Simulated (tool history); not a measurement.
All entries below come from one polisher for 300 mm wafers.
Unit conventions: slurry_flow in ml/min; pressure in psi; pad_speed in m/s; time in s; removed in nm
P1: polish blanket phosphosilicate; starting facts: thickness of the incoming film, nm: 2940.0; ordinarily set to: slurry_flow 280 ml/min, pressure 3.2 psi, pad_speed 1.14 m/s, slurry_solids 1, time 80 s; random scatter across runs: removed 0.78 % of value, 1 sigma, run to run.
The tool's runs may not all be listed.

run	hour	slurry_flow	pressure	pad_speed	slurry_solids	time	removed
1	13.8	280	3.2	1.14	1	80	612.63
2	20.6	280	3.2	1.14	1.4	80	694.29
3	27.8	380	3.2	1.14	1	80	630.69
4	38.7	280	2	1.14	1	116	560.37
# hour 41.9: head pressure recalibrated
# hour 48.1: conditioning disc replaced and pad reconditioned
5	49.4	280	3.2	1.56	1	80	782.96
6	57.2	280	3.2	1.14	1	80	612.47
7	64	280	3.2	0.76	1	80	450.9
8	74.4	280	2	1.14	1	80	389.08
9	89.6	280	3.2	1.14	1	80	616.09
10	102	280	3.2	1.14	1	80	608.71
11	115.4	280	3.2	1.14	1	80	616.65
12	124.4	280	3.2	1.14	1	123	948.3
13	131.3	280	3.2	1.14	1	80	615.16
14	140.4	185	3.2	1.14	1	80	582.65
15	148.5	280	4.8	1.14	1	80	920.03
16	159.1	280	3.2	1.14	1	56	430.53
17	166.2	280	3.2	1.14	0.55	80	450.9
18	181.5	280	3.2	1.14	1	80	623.06
19	191.2	280	3.2	1.14	1	80	586.37
20	199.2	280	3.2	1.14	1	80	564.15
21	205.8	280	3.2	1.14	1	80	550.06
# hour 212: conditioning disc replaced and pad reconditioned
# hour 212.4: head pressure recalibrated
22	213.9	280	3.2	1.14	1	80	537.29
23	223.5	280	3.2	1.14	1	80	542.31
24	235.8	280	3.2	1.14	1	80	533.68
25	244	280	3.2	1.14	1	80	536.08

Compared with where it was, what P1 gives has crept away. Each cause listed below fits the log as well as the rest, at the size given for it:
A: abrasive missing from the slurry, % = 25.1
B: removal rate lost through wear of the pad, % = 13.2
The creep began at about hour 181.5.
Ruled out, with reasons:
slurry flow missing at the pad, %: capped at 40; at that size removed would change by -6.2 %, too little to explain the creep or opposite to it
head's pressure below its setpoint, %: serviced at hour 212.4, after the change had begun; the process did not return to its earlier output
time polished since the conditioner stopped cutting, s: serviced at hour 212, after the change had begun; the process did not return to its earlier output

Below are 4 check runs, each averaged over 2 wafers, with their results shown as question marks. Which of them would give clearly different results depending on which cause is behind the drift?
check 1	252.2	215	3.2	1.14	1	80	?
check 2	252.2	280	3.2	0.82	1	80	?
check 3	252.2	280	3.2	1.14	0.55	111	?
check 4	252.2	195	3.2	1.14	1	80	?

How each check would come out, cause by cause:
check	result	if A	if B
check 1	removed	520.15	520.26
check 2	removed	411.41	411.5
check 3	removed	519.25	541.7
check 4	removed	513.57	513.68
Distance between the nearest two causes, measured in the result of the check that separates them most: check 1 0.02 %; check 2 0.02 %; check 3 4.23 %; check 4 0.02 %
Check 3 is the one run that separates the causes; every other check would come out nearly the same whichever cause is at work.

Check 3 has now been run. It gave: removed 541.73 nm. Which of the candidate causes is it?

It was cause B: removal rate lost through wear of the pad, %.

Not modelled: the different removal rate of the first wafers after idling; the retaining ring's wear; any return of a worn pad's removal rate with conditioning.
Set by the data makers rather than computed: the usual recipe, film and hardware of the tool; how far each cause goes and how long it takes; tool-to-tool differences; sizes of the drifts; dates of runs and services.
